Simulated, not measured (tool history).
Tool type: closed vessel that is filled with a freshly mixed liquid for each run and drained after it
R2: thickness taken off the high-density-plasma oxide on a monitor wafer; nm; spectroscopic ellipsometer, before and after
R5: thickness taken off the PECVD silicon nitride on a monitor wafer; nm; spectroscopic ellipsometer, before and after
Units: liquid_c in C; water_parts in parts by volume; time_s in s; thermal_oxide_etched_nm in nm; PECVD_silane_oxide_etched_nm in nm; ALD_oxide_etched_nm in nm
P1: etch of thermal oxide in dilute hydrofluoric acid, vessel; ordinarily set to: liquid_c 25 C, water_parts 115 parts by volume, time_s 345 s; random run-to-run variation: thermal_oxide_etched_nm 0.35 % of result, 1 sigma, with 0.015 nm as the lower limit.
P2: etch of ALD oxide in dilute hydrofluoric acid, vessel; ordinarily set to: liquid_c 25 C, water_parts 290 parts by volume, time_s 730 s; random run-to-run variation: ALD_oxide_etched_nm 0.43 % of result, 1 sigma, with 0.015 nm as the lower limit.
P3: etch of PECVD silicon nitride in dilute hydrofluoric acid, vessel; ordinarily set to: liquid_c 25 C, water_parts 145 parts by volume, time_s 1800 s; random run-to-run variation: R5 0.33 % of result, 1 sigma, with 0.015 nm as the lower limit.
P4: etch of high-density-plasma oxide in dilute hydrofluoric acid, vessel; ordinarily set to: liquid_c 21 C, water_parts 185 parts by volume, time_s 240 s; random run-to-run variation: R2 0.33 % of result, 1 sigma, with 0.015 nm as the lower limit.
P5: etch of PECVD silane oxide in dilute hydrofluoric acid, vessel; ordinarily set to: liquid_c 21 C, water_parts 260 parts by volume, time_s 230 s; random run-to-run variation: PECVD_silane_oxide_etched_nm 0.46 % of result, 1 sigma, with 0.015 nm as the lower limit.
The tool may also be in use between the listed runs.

Run 1, hour 7.9: process P1, liquid_c 25 C, water_parts 115 parts by volume, time_s 345 s. Result: thermal_oxide_etched_nm 15.286 nm.
Run 2, hour 13.4: process P4, liquid_c 17 C, water_parts 185 parts by volume, time_s 240 s. Result: R2 5.5167 nm.
Run 3, hour 20.6: process P5, liquid_c 21 C, water_parts 260 parts by volume, time_s 30 s. Result: PECVD_silane_oxide_etched_nm 4.0173 nm.
Run 4, hour 24.1: process P1, liquid_c 25 C, water_parts 115 parts by volume, time_s 100 s. Result: thermal_oxide_etched_nm 4.4225 nm.
Run 5, hour 30.8: process P4, liquid_c 21 C, water_parts 185 parts by volume, time_s 375 s. Result: R2 10.058 nm.
Run 6, hour 36.7: process P1, liquid_c 25 C, water_parts 155 parts by volume, time_s 600 s. Result: thermal_oxide_etched_nm 18.744 nm.
Run 7, hour 43.9: process P1, liquid_c 25 C, water_parts 25 parts by volume, time_s 345 s. Result: thermal_oxide_etched_nm 78.87 nm.
Run 8, hour 51.5: process P1, liquid_c 25 C, water_parts 175 parts by volume, time_s 70 s. Result: thermal_oxide_etched_nm 1.8996 nm.
Run 9, hour 55.7: process P1, liquid_c 25 C, water_parts 165 parts by volume, time_s 665 s. Result: thermal_oxide_etched_nm 19.282 nm.
Run 10, hour 61.6: process P1, liquid_c 19 C, water_parts 115 parts by volume, time_s 345 s. Result: thermal_oxide_etched_nm 12.041 nm.
Run 11, hour 69.2: process P2, liquid_c 25 C, water_parts 290 parts by volume, time_s 730 s. Result: ALD_oxide_etched_nm 22.76 nm.
Run 12, hour 76.1: process P3, liquid_c 25 C, water_parts 35 parts by volume, time_s 1800 s. Result: R5 99.186 nm.
Run 13, hour 83.9: process P3, liquid_c 25 C, water_parts 145 parts by volume, time_s 1800 s. Result: R5 24.57 nm.
Run 14, hour 88.1: process P1, liquid_c 32 C, water_parts 115 parts by volume, time_s 345 s. Result: thermal_oxide_etched_nm 19.784 nm.
Run 15, hour 92.9: process P4, liquid_c 21 C, water_parts 80 parts by volume, time_s 240 s. Result: R2 16.79 nm.
Run 16, hour 100.5: process P1, liquid_c 25 C, water_parts 115 parts by volume, time_s 345 s. Result: thermal_oxide_etched_nm 15.321 nm.
Run 17, hour 106.4: process P5, liquid_c 21 C, water_parts 260 parts by volume, time_s 230 s. Result: PECVD_silane_oxide_etched_nm 31.098 nm.
Run 18, hour 113.7: process P2, liquid_c 25 C, water_parts 520 parts by volume, time_s 730 s. Result: ALD_oxide_etched_nm 10.392 nm.
Run 19, hour 118.8: process P5, liquid_c 21 C, water_parts 260 parts by volume, time_s 230 s. Result: PECVD_silane_oxide_etched_nm 31.105 nm.
Run 20, hour 122.3: process P1, liquid_c 25 C, water_parts 115 parts by volume, time_s 345 s. Result: thermal_oxide_etched_nm 15.339 nm.
Run 21, hour 128.9: process P1, liquid_c 25 C, water_parts 160 parts by volume, time_s 345 s. Result: thermal_oxide_etched_nm 10.405 nm.
Run 22, hour 133.1: process P1, liquid_c 25 C, water_parts 115 parts by volume, time_s 345 s. Result: thermal_oxide_etched_nm 15.215 nm.
Run 23, hour 140.5: process P1, liquid_c 25 C, water_parts 115 parts by volume, time_s 345 s. Result: thermal_oxide_etched_nm 15.133 nm.
Run 24, hour 144.7: process P2, liquid_c 17 C, water_parts 290 parts by volume, time_s 730 s. Result: ALD_oxide_etched_nm 16.985 nm.
Run 25, hour 148.9: process P5, liquid_c 27.5 C, water_parts 260 parts by volume, time_s 230 s. Result: PECVD_silane_oxide_etched_nm 39.131 nm.
Run 26, hour 154.8: process P4, liquid_c 21 C, water_parts 185 parts by volume, time_s 240 s. Result: R2 6.443 nm.
At hour 156: thermometer replaced.
Run 27, hour 160: process P3, liquid_c 25 C, water_parts 145 parts by volume, time_s 1800 s. Result: R5 24.512 nm.
Run 28, hour 163.9: process P3, liquid_c 25 C, water_parts 145 parts by volume, time_s 965 s. Result: R5 13.169 nm.
Run 29, hour 169.9: process P5, liquid_c 21 C, water_parts 450 parts by volume, time_s 230 s. Result: PECVD_silane_oxide_etched_nm 15.126 nm.
Run 30, hour 174.8: process P1, liquid_c 25 C, water_parts 115 parts by volume, time_s 345 s. Result: thermal_oxide_etched_nm 15.248 nm.
Run 31, hour 179: process P3, liquid_c 17 C, water_parts 145 parts by volume, time_s 1800 s. Result: R5 14.353 nm.
Run 32, hour 184.4: process P1, liquid_c 25 C, water_parts 115 parts by volume, time_s 345 s. Result: thermal_oxide_etched_nm 15.377 nm.
Run 33, hour 189.3: process P2, liquid_c 25 C, water_parts 290 parts by volume, time_s 1240 s. Result: ALD_oxide_etched_nm 38.62 nm.
Run 34, hour 193.8: process P4, liquid_c 21 C, water_parts 185 parts by volume, time_s 240 s. Result: R2 6.4822 nm.
Run 35, hour 199.3: process P1, liquid_c 25 C, water_parts 115 parts by volume, time_s 570 s. Result: thermal_oxide_etched_nm 25.242 nm.
Run 36, hour 204.3: process P1, liquid_c 25 C, water_parts 115 parts by volume, time_s 345 s. Result: thermal_oxide_etched_nm 15.236 nm.
Run 37, hour 208.8: process P1, liquid_c 25 C, water_parts 115 parts by volume, time_s 345 s. Result: thermal_oxide_etched_nm 15.594 nm.
Run 38, hour 213.7: process P1, liquid_c 25 C, water_parts 115 parts by volume, time_s 345 s. Result: thermal_oxide_etched_nm 15.824 nm.
Run 39, hour 219: process P1, liquid_c 25 C, water_parts 115 parts by volume, time_s 345 s. Result: thermal_oxide_etched_nm 15.971 nm.
Run 40, hour 226: process P1, liquid_c 25 C, water_parts 115 parts by volume, time_s 345 s. Result: thermal_oxide_etched_nm 16.092 nm.
Run 41, hour 232.6: process P1, liquid_c 25 C, water_parts 115 parts by volume, time_s 345 s. Result: thermal_oxide_etched_nm 16.177 nm.
Run 42, hour 238.8: process P1, liquid_c 25 C, water_parts 115 parts by volume, time_s 345 s. Result: thermal_oxide_etched_nm 16.113 nm.

The output of P1 has drifted from where it used to be. Each of the 2 causes below, taken at the size shown beside it, accounts for the log equally well:
A: hydrofluoric acid flow above the setpoint (%) = 5.14
B: liquid hotter than its thermometer reads (K) = 1.49
The process output started creeping at around hour 204.3.

The check runs listed below each take one wafer, and their results are still question marks. Under which run would the listed causes lead to clearly different results?
Run check 1, hour 245: process P3, liquid_c 25 C, water_parts 85 parts by volume, time_s 1800 s. Result: R5 ?.
Run check 2, hour 245: process P2, liquid_c 20.5 C, water_parts 290 parts by volume, time_s 1115 s. Result: ALD_oxide_etched_nm ?.
Run check 3, hour 245: process P5, liquid_c 21 C, water_parts 335 parts by volume, time_s 30 s. Result: PECVD_silane_oxide_etched_nm ?.
Run check 4, hour 245: process P4, liquid_c 21 C, water_parts 130 parts by volume, time_s 240 s. Result: R2 ?.

How each check would come out, cause by cause:
  check                        result    if A    if B
check 1                            R5  43.649  45.791
check 2           ALD_oxide_etched_nm  31.591    31.3
check 3  PECVD_silane_oxide_etched_nm  3.1153  3.0765
check 4                            R2  10.302  10.322
Smallest distance between any two causes, each pair judged by its most separating result, in per cent: check 1 4.79 %; check 2 0.93 %; check 3 1.25 %; check 4 0.19 %
The other checks would show nearly matching results whichever cause is true, so check 1 is the only one that separates the causes.

After running check 1, the following was obtained: R5 45.534 nm. Which cause does this point to?

It was cause B: liquid hotter than its thermometer reads (K).

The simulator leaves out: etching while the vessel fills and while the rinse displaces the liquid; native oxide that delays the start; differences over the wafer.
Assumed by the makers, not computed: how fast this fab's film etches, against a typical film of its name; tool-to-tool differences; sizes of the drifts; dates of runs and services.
